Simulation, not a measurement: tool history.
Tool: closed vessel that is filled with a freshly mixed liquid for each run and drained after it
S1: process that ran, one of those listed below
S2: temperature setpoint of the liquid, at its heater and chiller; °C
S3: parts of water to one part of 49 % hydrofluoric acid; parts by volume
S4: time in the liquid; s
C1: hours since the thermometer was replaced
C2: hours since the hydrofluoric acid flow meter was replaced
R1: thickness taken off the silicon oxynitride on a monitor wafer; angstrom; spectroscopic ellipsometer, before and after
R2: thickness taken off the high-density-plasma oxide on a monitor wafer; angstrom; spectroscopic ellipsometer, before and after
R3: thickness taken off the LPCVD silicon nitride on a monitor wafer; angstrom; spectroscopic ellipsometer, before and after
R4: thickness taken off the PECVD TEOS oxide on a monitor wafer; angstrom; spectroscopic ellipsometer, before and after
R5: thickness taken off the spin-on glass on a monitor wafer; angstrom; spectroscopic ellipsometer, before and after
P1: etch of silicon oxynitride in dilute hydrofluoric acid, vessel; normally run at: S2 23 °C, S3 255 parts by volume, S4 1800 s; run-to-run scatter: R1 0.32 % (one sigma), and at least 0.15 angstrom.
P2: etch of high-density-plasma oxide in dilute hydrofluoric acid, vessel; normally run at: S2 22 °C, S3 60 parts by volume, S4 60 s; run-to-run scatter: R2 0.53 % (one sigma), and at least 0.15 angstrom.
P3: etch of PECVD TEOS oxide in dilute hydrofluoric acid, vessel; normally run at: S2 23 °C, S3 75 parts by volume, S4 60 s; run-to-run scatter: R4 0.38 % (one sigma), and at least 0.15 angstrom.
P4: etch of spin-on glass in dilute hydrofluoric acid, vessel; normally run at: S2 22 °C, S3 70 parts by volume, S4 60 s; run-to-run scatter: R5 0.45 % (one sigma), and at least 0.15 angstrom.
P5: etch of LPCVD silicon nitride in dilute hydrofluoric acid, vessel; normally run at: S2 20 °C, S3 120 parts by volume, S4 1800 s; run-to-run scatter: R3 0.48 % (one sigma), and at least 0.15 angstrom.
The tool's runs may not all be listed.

{"run": 1, "day": 0.083, "S1": "P1", "S2": 23, "S3": 255, "S4": 1800, "C1": 1865.7, "C2": 1091.3, "R1": 132.68}
{"run": 2, "day": 0.233, "S1": "P2", "S2": 22, "S3": 80, "S4": 60, "C1": 1869.3, "C2": 1094.9, "R2": 37.031}
{"run": 3, "day": 0.383, "S1": "P1", "S2": 23, "S3": 80, "S4": 1800, "C1": 1872.9, "C2": 1098.5, "R1": 483.8}
{"run": 4, "day": 0.508, "S1": "P1", "S2": 17, "S3": 255, "S4": 1800, "C1": 1875.9, "C2": 1101.5, "R1": 100.64}
{"run": 5, "day": 0.683, "S1": "P5", "S2": 20, "S3": 120, "S4": 1800, "C1": 1880.1, "C2": 1105.7, "R3": 52.571}
{"run": 6, "day": 0.829, "S1": "P3", "S2": 23, "S3": 120, "S4": 60, "C1": 1883.6, "C2": 1109.2, "R4": 71.451}
{"run": 7, "day": 0.912, "S1": "P4", "S2": 22, "S3": 115, "S4": 60, "C1": 1885.6, "C2": 1111.2, "R5": 132.18}
{"run": 8, "day": 1.038, "S1": "P4", "S2": 22, "S3": 70, "S4": 30, "C1": 1888.6, "C2": 1114.2, "R5": 113.61}
{"run": 9, "day": 1.125, "S1": "P4", "S2": 22, "S3": 70, "S4": 60, "C1": 1890.7, "C2": 1116.3, "R5": 227.66}
{"run": 10, "day": 1.296, "S1": "P1", "S2": 23, "S3": 255, "S4": 1800, "C1": 1894.8, "C2": 1120.4, "R1": 132.92}
{"run": 11, "day": 1.4, "S1": "P1", "S2": 23, "S3": 255, "S4": 1800, "C1": 1897.3, "C2": 1122.9, "R1": 132.9}
{"run": 12, "day": 1.55, "S1": "P1", "S2": 17, "S3": 255, "S4": 730, "C1": 1900.9, "C2": 1126.5, "R1": 41.308}
{"run": 13, "day": 1.704, "S1": "P1", "S2": 23, "S3": 255, "S4": 1800, "C1": 1904.6, "C2": 1130.2, "R1": 133.12}
{"run": 14, "day": 1.833, "S1": "P5", "S2": 20, "S3": 120, "S4": 1800, "C1": 1907.7, "C2": 1133.3, "R3": 52.528}
{"run": 15, "day": 1.95, "S1": "P1", "S2": 23, "S3": 255, "S4": 3075, "C1": 1910.5, "C2": 1136.1, "R1": 225.36}
{"run": 16, "day": 2.117, "S1": "P4", "S2": 17, "S3": 70, "S4": 60, "C1": 1914.5, "C2": 1140.1, "R5": 185.19}
{"run": 17, "day": 2.279, "S1": "P1", "S2": 23, "S3": 375, "S4": 1800, "C1": 1918.4, "C2": 1144, "R1": 83.753}
{"run": 18, "day": 2.446, "S1": "P3", "S2": 23, "S3": 75, "S4": 30, "C1": 1922.4, "C2": 1148, "R4": 60.052}
{"run": 19, "day": 2.6, "S1": "P2", "S2": 27.5, "S3": 60, "S4": 60, "C1": 1926.1, "C2": 1151.7, "R2": 62.962}
{"run": 20, "day": 2.762, "S1": "P1", "S2": 23, "S3": 255, "S4": 1800, "C1": 1930, "C2": 1155.6, "R1": 132.13}
{"run": 21, "day": 2.921, "S1": "P1", "S2": 31.5, "S3": 255, "S4": 1800, "C1": 1933.8, "C2": 1159.4, "R1": 188.53}
{"run": 22, "day": 3.029, "S1": "P3", "S2": 23, "S3": 75, "S4": 60, "C1": 1936.4, "C2": 1162, "R4": 121.13}
{"run": 23, "day": 3.129, "S1": "P2", "S2": 22, "S3": 60, "S4": 60, "C1": 1938.8, "C2": 1164.4, "R2": 50.683}
{"run": 24, "day": 3.317, "S1": "P2", "S2": 22, "S3": 60, "S4": 115, "C1": 1943.3, "C2": 1168.9, "R2": 96.755}
{"run": 25, "day": 3.479, "S1": "P5", "S2": 20, "S3": 50, "S4": 1800, "C1": 1947.2, "C2": 1172.8, "R3": 122.86}
{"run": 26, "day": 3.583, "S1": "P3", "S2": 18, "S3": 75, "S4": 60, "C1": 1949.7, "C2": 1175.3, "R4": 98.478}
{"run": 27, "day": 3.721, "S1": "P5", "S2": 26, "S3": 120, "S4": 1800, "C1": 1953, "C2": 1178.6, "R3": 77.472}
{"run": 28, "day": 3.883, "S1": "P1", "S2": 23, "S3": 255, "S4": 1800, "C1": 1956.9, "C2": 1182.5, "R1": 131.78}
{"run": 29, "day": 4.05, "S1": "P2", "S2": 22, "S3": 60, "S4": 60, "C1": 1960.9, "C2": 1186.5, "R2": 50.882}
{"run": 30, "day": 4.188, "S1": "P1", "S2": 18, "S3": 255, "S4": 405, "C1": 1964.2, "C2": 1189.8, "R1": 23.858}
{"run": 31, "day": 4.275, "S1": "P1", "S2": 23, "S3": 255, "S4": 805, "C1": 1966.3, "C2": 1191.9, "R1": 59.485}
{"run": 32, "day": 4.383, "S1": "P5", "S2": 20, "S3": 120, "S4": 65, "C1": 1968.9, "C2": 1194.5, "R3": 1.9884}
{"run": 33, "day": 4.546, "S1": "P1", "S2": 17, "S3": 420, "S4": 1800, "C1": 1972.8, "C2": 1198.4, "R1": 56.17}
{"run": 34, "day": 4.654, "S1": "P1", "S2": 23, "S3": 255, "S4": 1800, "C1": 1975.4, "C2": 1201, "R1": 132.1}
{"run": 35, "day": 4.783, "S1": "P1", "S2": 23, "S3": 255, "S4": 1800, "C1": 1978.5, "C2": 1204.1, "R1": 126.7}
{"run": 36, "day": 4.9, "S1": "P1", "S2": 23, "S3": 255, "S4": 1800, "C1": 1981.3, "C2": 1206.9, "R1": 123.08}
{"run": 37, "day": 5.058, "S1": "P1", "S2": 23, "S3": 255, "S4": 1800, "C1": 1985.1, "C2": 1210.7, "R1": 120.92}
{"run": 38, "day": 5.142, "S1": "P1", "S2": 23, "S3": 255, "S4": 1800, "C1": 1987.1, "C2": 1212.7, "R1": 119.94}
{"run": 39, "day": 5.267, "S1": "P1", "S2": 23, "S3": 255, "S4": 1800, "C1": 1990.1, "C2": 1215.7, "R1": 119.32}

The next listed run, before its measurement:
{"run": 40, "day": 5.438, "S1": "P1", "S2": 23, "S3": 255, "S4": 1800, "C1": 1994.2, "C2": 1219.8, "R1": "?"}

Run 40 gave R1 119.59 angstrom.
